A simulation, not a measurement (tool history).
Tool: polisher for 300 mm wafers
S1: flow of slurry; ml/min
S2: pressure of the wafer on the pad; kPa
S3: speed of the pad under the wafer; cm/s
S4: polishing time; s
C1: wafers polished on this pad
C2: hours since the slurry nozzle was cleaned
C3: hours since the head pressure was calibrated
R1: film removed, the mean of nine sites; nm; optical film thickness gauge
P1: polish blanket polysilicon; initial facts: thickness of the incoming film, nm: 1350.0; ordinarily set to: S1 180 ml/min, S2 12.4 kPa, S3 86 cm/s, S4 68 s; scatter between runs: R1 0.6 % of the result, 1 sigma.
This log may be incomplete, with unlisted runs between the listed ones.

run   hour   S1    S2   S3  S4    C1     C2     C3      R1
  1   17.6  180  12.4   86  68   562  399.6  228.6  280.65
  2   28.8  180  12.4   86  97   646  410.8  239.8  404.79
  3   39.2  180  15.2   86  68   723  421.2  250.2  346.33
  4   49.8  180  12.4   86  68   803  431.8  260.8  283.00
  5   68.1  180   5.5   86  68   939  450.1  279.1  126.33
  6   83.4  180  12.4   48  68  1053  465.4  294.4  156.10
  7   92.0  180  12.4   86  68  1117  474.0  303.0  284.75
  8  102.1  180  12.4  126  68  1193  484.1  313.1  415.87
  9  120.6  180  12.4   86  68  1331  502.6  331.6  285.55
 10  131.6  180  12.4   86  68  1413  513.6  342.6  285.25
 11  142.1  180  12.4   86  68  1491  524.1  353.1  280.92
 12  157.6  180  17.9  134  68  1607  539.6  368.6  637.68
 13  173.5  290  12.4   86  68  1725  555.5  384.5  296.83
 14  183.0  110  12.4   86  68  1796  565.0  394.0  258.91
 15  197.8  180  12.4   86  68  1907  579.8  408.8  283.34
 16  214.2  180  12.4   86  42  2029  596.2  425.2  175.01
 17  224.4  180  12.4   86  68  2105  606.4  435.4  285.31
 18  235.6  180  12.4   86  68  2189  617.6  446.6  279.04
 19  247.2  180  12.4   86  68  2275  629.2  458.2  276.11
 20  258.9  180  12.4   86  68  2362  640.9  469.9  270.43
 21  269.0  180  12.4   86  68  2438  651.0  480.0  265.75
 22  286.6  180  12.4   86  68  2569  668.6  497.6  270.01
 23  301.6  180  12.4   86  68  2681  683.6  512.6  265.66
 24  318.7  180  12.4   86  68  2808  700.7  529.7  260.55
     321.2  -- head pressure recalibrated
 25  334.2  180  12.4   86  68  2924  716.2   13.0  261.36
 26  351.8  180  12.4   86  68  3055  733.8   30.6  261.13
 27  365.5  180  12.4   86  68  3158  747.5   44.3  262.63
 28  374.3  180  12.4   86  68  3223  756.3   53.1  258.71

Compared with where it was, what P1 gives has crept away. Each cause listed below fits the log as well as the rest, at the size given for it:
A: removal rate lost through wear of the pad, % = 7.93
B: slurry flow missing at the pad, % = 36.5
The creep began at about hour 224.4.
All other causes, with the reason each is excluded:
head's pressure below its setpoint, %: was serviced at hour 321.2, once the creep was under way, yet the earlier output never came back

Question marks stand in for the results of the 4 check runs listed below, each run on one wafer. Under which run would the listed causes show clearly different results?
check 1  383.1  180   9.7   68  68               ?
check 2  383.1  110  12.4   86  68               ?
check 3  383.1  180  12.4   86  53               ?
check 4  383.1  180  12.4  106  68               ?

How each check would come out, cause by cause:
  check  result    if A    if B
check 1      R1  160.34  160.35
check 2      R1  237.99  227.42
check 3      R1  203.21  203.22
check 4      R1  321.36  321.38
Minimum pairwise separation of causes per check, each pair taken at its best-separating result: check 1 0.01 %; check 2 4.55 %; check 3 0.01 %; check 4 0.01 %
Check 2 is the one run that separates the causes; every other check would come out nearly the same whichever cause is at work.

After running check 2, the following was obtained: R1 227.52 nm. Which cause does this point to?

It is B: slurry flow missing at the pad, %.
